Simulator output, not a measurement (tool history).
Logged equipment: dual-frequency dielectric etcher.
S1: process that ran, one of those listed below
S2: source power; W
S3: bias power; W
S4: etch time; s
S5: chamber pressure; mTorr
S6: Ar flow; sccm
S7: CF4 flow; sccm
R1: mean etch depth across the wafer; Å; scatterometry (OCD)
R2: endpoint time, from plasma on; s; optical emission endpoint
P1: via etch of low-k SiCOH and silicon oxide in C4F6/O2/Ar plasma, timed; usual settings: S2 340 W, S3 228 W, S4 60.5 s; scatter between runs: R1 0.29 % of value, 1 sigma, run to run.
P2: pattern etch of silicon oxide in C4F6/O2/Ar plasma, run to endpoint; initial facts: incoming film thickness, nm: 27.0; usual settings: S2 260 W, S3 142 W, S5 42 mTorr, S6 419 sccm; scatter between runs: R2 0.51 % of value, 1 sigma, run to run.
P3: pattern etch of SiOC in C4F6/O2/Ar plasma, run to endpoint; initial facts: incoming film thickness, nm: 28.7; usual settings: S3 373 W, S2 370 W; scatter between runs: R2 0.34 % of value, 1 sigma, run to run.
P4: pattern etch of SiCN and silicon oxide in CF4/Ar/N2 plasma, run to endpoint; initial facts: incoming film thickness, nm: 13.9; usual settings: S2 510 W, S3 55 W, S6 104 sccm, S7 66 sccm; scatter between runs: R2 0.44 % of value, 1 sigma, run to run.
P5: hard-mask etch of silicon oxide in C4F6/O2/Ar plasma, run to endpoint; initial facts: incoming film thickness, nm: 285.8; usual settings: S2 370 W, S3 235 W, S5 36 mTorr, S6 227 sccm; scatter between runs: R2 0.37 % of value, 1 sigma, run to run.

run    day  S1   S2   S3    S4  S5   S6  S7      R1      R2
  1  0.312  P1  340  228  60.5               1575.3
  2  0.671  P5  370  235        44  227              85.299
  3  1.083  P5  370  235        36  273              85.657
  4  1.417  P1  340  228  60.5               1569.9
  5  1.712  P1  450  228  60.5                 1748
  6  1.917  P4  510   55            104  66          16.078
  7  2.158  P1  340  228  34.5               897.59
  8  2.588  P5  370  235        36  227               83.89
  9  2.975  P1  340  228  60.5               1574.5
 10  3.262  P1  340  304  60.5               1733.1
 11  3.558  P5  240  235        36  227              98.522
 12  3.992  P2  260  142        42  419              11.885
 13  4.229  P1  340  147  60.5               1369.8
 14  4.646  P5  370  235        36  227              83.518
 15  4.875  P2  260  142        42  303              11.345
 16   5.15  P1  210  228  33.5               727.92
 17  5.429  P1  260  228  60.5               1418.4
 18  5.654  P3  370  279                             11.986
 19  5.883  P3  520  373                             9.5308
 20    6.2  P2  350  142        42  419              10.531
 21  6.462  P2  260  142        29  419              11.304
 22  6.867  P1  340  228  60.5               1575.3
 23  7.079  P2  260  142        42  419              11.782
 24  7.338  P5  370  173        36  227              92.386
 25  7.562  P4  320   55            104  66          24.376
 26  7.792  P4  510   55             66  66          14.953
 27    8.1  P1  340  228  60.5               1563.6
 28  8.508  P2  260  201        42  419              10.595
 29  8.933  P4  510   75            104  66          14.637
 30  9.221  P3  370  373                             10.809

For run 31, what comes out?
 31  9.504  P4  510  55          104  40       ?

{"run 31": {"R2": 17.799}}
